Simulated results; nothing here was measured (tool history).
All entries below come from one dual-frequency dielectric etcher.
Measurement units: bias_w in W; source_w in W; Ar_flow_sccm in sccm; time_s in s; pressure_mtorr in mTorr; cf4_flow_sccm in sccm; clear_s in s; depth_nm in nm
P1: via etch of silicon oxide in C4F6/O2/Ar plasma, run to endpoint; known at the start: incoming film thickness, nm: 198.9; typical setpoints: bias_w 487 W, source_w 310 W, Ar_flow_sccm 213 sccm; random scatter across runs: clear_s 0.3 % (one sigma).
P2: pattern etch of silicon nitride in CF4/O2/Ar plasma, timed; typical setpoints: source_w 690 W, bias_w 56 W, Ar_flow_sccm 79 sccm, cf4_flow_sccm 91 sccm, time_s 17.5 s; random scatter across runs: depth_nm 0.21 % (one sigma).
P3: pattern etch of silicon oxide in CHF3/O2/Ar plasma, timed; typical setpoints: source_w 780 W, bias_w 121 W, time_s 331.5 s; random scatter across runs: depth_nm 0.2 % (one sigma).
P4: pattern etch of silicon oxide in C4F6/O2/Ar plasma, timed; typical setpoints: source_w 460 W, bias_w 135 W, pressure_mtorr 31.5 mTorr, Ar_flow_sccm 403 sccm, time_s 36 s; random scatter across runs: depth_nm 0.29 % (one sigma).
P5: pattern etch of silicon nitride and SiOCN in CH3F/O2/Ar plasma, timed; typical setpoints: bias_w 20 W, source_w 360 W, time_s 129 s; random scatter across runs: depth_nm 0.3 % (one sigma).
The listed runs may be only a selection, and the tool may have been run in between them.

Run 1, day 0.421: process P1, bias_w 487 W, source_w 310 W, Ar_flow_sccm 213 sccm. Result: clear_s 48.283 s.
Run 2, day 0.979: process P5, bias_w 20 W, source_w 360 W, time_s 129 s. Result: depth_nm 15.739 nm.
Run 3, day 1.575: process P3, bias_w 121 W, source_w 530 W, time_s 331.5 s. Result: depth_nm 562.5 nm.
Run 4, day 1.917: process P1, bias_w 487 W, source_w 310 W, Ar_flow_sccm 213 sccm. Result: clear_s 48.53 s.
Run 5, day 2.262: process P4, bias_w 135 W, source_w 460 W, Ar_flow_sccm 403 sccm, time_s 53 s, pressure_mtorr 31.5 mTorr. Result: depth_nm 156.09 nm.
At day 2.312: wet clean of the chamber.
Run 6, day 2.817: process P1, bias_w 318 W, source_w 310 W, Ar_flow_sccm 286 sccm. Result: clear_s 58.473 s.
Run 7, day 3.338: process P3, bias_w 76 W, source_w 780 W, time_s 331.5 s. Result: depth_nm 572.69 nm.
Run 8, day 3.888: process P2, bias_w 56 W, source_w 690 W, Ar_flow_sccm 111 sccm, time_s 17.5 s, cf4_flow_sccm 91 sccm. Result: depth_nm 45.144 nm.
Run 9, day 4.371: process P4, bias_w 135 W, source_w 460 W, Ar_flow_sccm 265 sccm, time_s 36 s, pressure_mtorr 31.5 mTorr. Result: depth_nm 110.84 nm.
Run 10, day 4.721: process P4, bias_w 135 W, source_w 460 W, Ar_flow_sccm 403 sccm, time_s 36 s, pressure_mtorr 38 mTorr. Result: depth_nm 104.23 nm.
Run 11, day 5.204: process P2, bias_w 56 W, source_w 560 W, Ar_flow_sccm 79 sccm, time_s 17.5 s, cf4_flow_sccm 91 sccm. Result: depth_nm 39.338 nm.
Run 12, day 5.667: process P1, bias_w 296 W, source_w 310 W, Ar_flow_sccm 148 sccm. Result: clear_s 55.885 s.
Run 13, day 6.242: process P1, bias_w 487 W, source_w 400 W, Ar_flow_sccm 213 sccm. Result: clear_s 44.328 s.
Run 14, day 6.633: process P5, bias_w 28 W, source_w 360 W, time_s 129 s. Result: depth_nm 18.268 nm.
Run 15, day 7.083: process P1, bias_w 487 W, source_w 310 W, Ar_flow_sccm 158 sccm. Result: clear_s 46.926 s.
Run 16, day 7.575: process P1, bias_w 487 W, source_w 220 W, Ar_flow_sccm 213 sccm. Result: clear_s 54.963 s.
Run 17, day 7.929: process P1, bias_w 487 W, source_w 310 W, Ar_flow_sccm 213 sccm. Result: clear_s 48.523 s.
Run 18, day 8.288: process P5, bias_w 20 W, source_w 360 W, time_s 129 s. Result: depth_nm 15.751 nm.
Run 19, day 8.775: process P1, bias_w 609 W, source_w 310 W, Ar_flow_sccm 213 sccm. Result: clear_s 44.398 s.
Run 20, day 9.15: process P1, bias_w 487 W, source_w 310 W, Ar_flow_sccm 259 sccm. Result: clear_s 49.325 s.
Run 21, day 9.475: process P3, bias_w 121 W, source_w 780 W, time_s 331.5 s. Result: depth_nm 650.65 nm.
Run 22, day 9.921: process P2, bias_w 56 W, source_w 690 W, Ar_flow_sccm 79 sccm, time_s 17.5 s, cf4_flow_sccm 91 sccm. Result: depth_nm 47.137 nm.
Run 23, day 10.417: process P1, bias_w 361 W, source_w 310 W, Ar_flow_sccm 213 sccm. Result: clear_s 54.445 s.
At day 10.708: bias power generator calibrated.
Run 24, day 10.738: process P2, bias_w 44 W, source_w 690 W, Ar_flow_sccm 79 sccm, time_s 17.5 s, cf4_flow_sccm 91 sccm. Result: depth_nm 43.258 nm.
Run 25, day 11.071: process P4, bias_w 135 W, source_w 460 W, Ar_flow_sccm 403 sccm, time_s 36 s, pressure_mtorr 31.5 mTorr. Result: depth_nm 106.63 nm.
Run 26, day 11.458: process P3, bias_w 121 W, source_w 780 W, time_s 331.5 s. Result: depth_nm 652.32 nm.
Run 27, day 11.921: process P5, bias_w 20 W, source_w 470 W, time_s 129 s. Result: depth_nm 17.148 nm.
Run 28, day 12.471: process P2, bias_w 56 W, source_w 690 W, Ar_flow_sccm 79 sccm, time_s 22.5 s, cf4_flow_sccm 91 sccm. Result: depth_nm 60.431 nm.
Run 29, day 12.792: process P2, bias_w 56 W, source_w 690 W, Ar_flow_sccm 79 sccm, time_s 17.5 s, cf4_flow_sccm 91 sccm. Result: depth_nm 47.147 nm.
Run 30, day 13.362: process P2, bias_w 56 W, source_w 690 W, Ar_flow_sccm 79 sccm, time_s 17.5 s, cf4_flow_sccm 110 sccm. Result: depth_nm 48.141 nm.
Run 31, day 13.65: process P4, bias_w 135 W, source_w 630 W, Ar_flow_sccm 403 sccm, time_s 36 s, pressure_mtorr 31.5 mTorr. Result: depth_nm 120.48 nm.
Run 32, day 14.175: process P1, bias_w 487 W, source_w 310 W, Ar_flow_sccm 213 sccm. Result: clear_s 48.109 s.
Run 33, day 14.567: process P3, bias_w 121 W, source_w 780 W, time_s 448 s. Result: depth_nm 881.83 nm.
Run 34, day 15.067: process P5, bias_w 20 W, source_w 360 W, time_s 85.5 s. Result: depth_nm 10.395 nm.
Run 35, day 15.558: process P4, bias_w 95 W, source_w 460 W, Ar_flow_sccm 403 sccm, time_s 36 s, pressure_mtorr 31.5 mTorr. Result: depth_nm 96.33 nm.
Run 36, day 16.138: process P1, bias_w 487 W, source_w 310 W, Ar_flow_sccm 213 sccm. Result: clear_s 48.504 s.
Run 37, day 16.667: process P1, bias_w 487 W, source_w 310 W, Ar_flow_sccm 213 sccm. Result: clear_s 49.16 s.
Run 38, day 17.15: process P1, bias_w 487 W, source_w 310 W, Ar_flow_sccm 213 sccm. Result: clear_s 48.971 s.
Run 39, day 17.467: process P1, bias_w 487 W, source_w 310 W, Ar_flow_sccm 213 sccm. Result: clear_s 49.262 s.
At day 17.683: wet clean of the chamber.
Run 40, day 17.783: process P1, bias_w 487 W, source_w 310 W, Ar_flow_sccm 213 sccm. Result: clear_s 49.303 s.
Run 41, day 18.129: process P1, bias_w 487 W, source_w 310 W, Ar_flow_sccm 213 sccm. Result: clear_s 49.033 s.
At day 18.238: Ar flow controller replaced.
Run 42, day 18.721: process P1, bias_w 487 W, source_w 310 W, Ar_flow_sccm 213 sccm. Result: clear_s 49.293 s.
Run 43, day 18.983: process P1, bias_w 487 W, source_w 310 W, Ar_flow_sccm 213 sccm. Result: clear_s 49.185 s.

P1 no longer gives what it gave before; its output has crept away from where it was. The following 2 causes, each at its listed size, fit the log equally well:
A: bias power that arrives under what is set, % = 3.92
B: source power that arrives under what is set, % = 4.01
At approximately day 16.138, the process output began to creep.
Excluded causes, each with its reason:
chamber walls in a state that lowers the etch rate, %: serviced at day 17.683, which brought nothing back
Ar flow that arrives over what is set, %: serviced at day 18.238, which brought nothing back

Question marks stand in for the results of the 4 check runs listed below, each run on one wafer. Under which run would the listed causes show clearly different results?
Run check 1, day 19.246: process P4, bias_w 100 W, source_w 460 W, Ar_flow_sccm 403 sccm, time_s 46 s, pressure_mtorr 31.5 mTorr. Result: depth_nm ?.
Run check 2, day 19.246: process P5, bias_w 25 W, source_w 360 W, time_s 97 s. Result: depth_nm ?.
Run check 3, day 19.246: process P3, bias_w 121 W, source_w 620 W, time_s 331.5 s. Result: depth_nm ?.
Run check 4, day 19.246: process P2, bias_w 56 W, source_w 590 W, Ar_flow_sccm 79 sccm, time_s 17.5 s, cf4_flow_sccm 91 sccm. Result: depth_nm ?.

Expected result of each check under each candidate cause:
  check    result    if A    if B
check 1  depth_nm  123.36  122.63
check 2  depth_nm  12.822  12.877
check 3  depth_nm  589.12  586.87
check 4  depth_nm  40.475  39.639
Separation of the two closest causes in each check, using whichever result separates them best: check 1 0.59 %; check 2 0.43 %; check 3 0.38 %; check 4 2.09 %
Only in check 4 would the causes give clearly different results; in the remaining checks their results would be nearly the same.

Running check 4 produced the following: depth_nm 40.663 nm. Which one of the listed causes fits?

Of the candidate causes, it is A: bias power that arrives under what is set, %.
